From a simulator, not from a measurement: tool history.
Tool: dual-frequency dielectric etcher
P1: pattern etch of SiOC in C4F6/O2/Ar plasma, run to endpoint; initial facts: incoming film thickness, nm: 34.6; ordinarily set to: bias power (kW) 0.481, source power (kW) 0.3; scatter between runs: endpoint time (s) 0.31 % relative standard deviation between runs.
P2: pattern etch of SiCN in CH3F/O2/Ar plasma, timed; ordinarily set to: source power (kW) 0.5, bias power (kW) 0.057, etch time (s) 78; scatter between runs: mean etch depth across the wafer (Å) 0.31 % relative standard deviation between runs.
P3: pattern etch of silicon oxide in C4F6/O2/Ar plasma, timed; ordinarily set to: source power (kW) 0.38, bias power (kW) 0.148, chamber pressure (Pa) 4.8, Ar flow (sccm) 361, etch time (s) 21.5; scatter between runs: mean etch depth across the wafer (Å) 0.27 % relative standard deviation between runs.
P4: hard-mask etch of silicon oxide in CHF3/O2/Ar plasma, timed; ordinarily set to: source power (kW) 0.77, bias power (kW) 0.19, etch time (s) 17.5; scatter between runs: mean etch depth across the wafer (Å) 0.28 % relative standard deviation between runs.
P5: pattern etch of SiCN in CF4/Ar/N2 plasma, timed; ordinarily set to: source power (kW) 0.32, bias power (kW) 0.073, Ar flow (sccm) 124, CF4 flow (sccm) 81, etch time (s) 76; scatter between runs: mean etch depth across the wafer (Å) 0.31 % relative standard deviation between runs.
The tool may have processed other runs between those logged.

run	hour	process that ran	bias power (kW)	source power (kW)	chamber pressure (Pa)	Ar flow (sccm)	etch time (s)	CF4 flow (sccm)	endpoint time (s)	mean etch depth across the wafer (Å)
1	4.1	P1	0.481	0.3					12.769	
2	8.5	P1	0.384	0.3					13.905	
3	12.5	P3	0.148	0.38	4.8	361	21.5			628.33
4	15.3	P1	0.481	0.37					11.809	
5	18.4	P4	0.19	0.77			22			491.82
6	21.3	P5	0.073	0.32		93	76	81		503.96
7	23.7	P1	0.481	0.23					14.145	
8	26.2	P1	0.481	0.3					12.841	
9	29.4	P5	0.073	0.2		124	76	81		322.02
10	34.2	P2	0.057	0.5			58			222.3
11	38.3	P2	0.057	0.5			78			298.72
12	42.3	P5	0.073	0.32		124	76	52		454.84
13	46.7	P1	0.481	0.3					12.815	
14	51.7	P1	0.481	0.3					12.751	
15	56	P1	0.481	0.3					12.817	
16	60.8	P2	0.057	0.33			78			254.81
17	63.3	P3	0.148	0.38	4.8	483	21.5			607.47
18	66.4	P1	0.625	0.3					11.548	
19	69.3	P1	0.481	0.3					12.823	
# hour 71.6: wet clean of the chamber
20	73.1	P2	0.072	0.5			78			322.31
21	77.4	P5	0.045	0.32		124	76	81		410.22
22	80.5	P2	0.057	0.5			78			298.13
23	84.4	P3	0.148	0.21	4.8	361	21.5			497.59
24	86.8	P5	0.073	0.32		124	111.5	81		714.46

The next listed run, before its measurement:
25	90	P4	0.19	0.54			17.5			?

Run 25 came out at mean etch depth across the wafer (Å) 341.5.
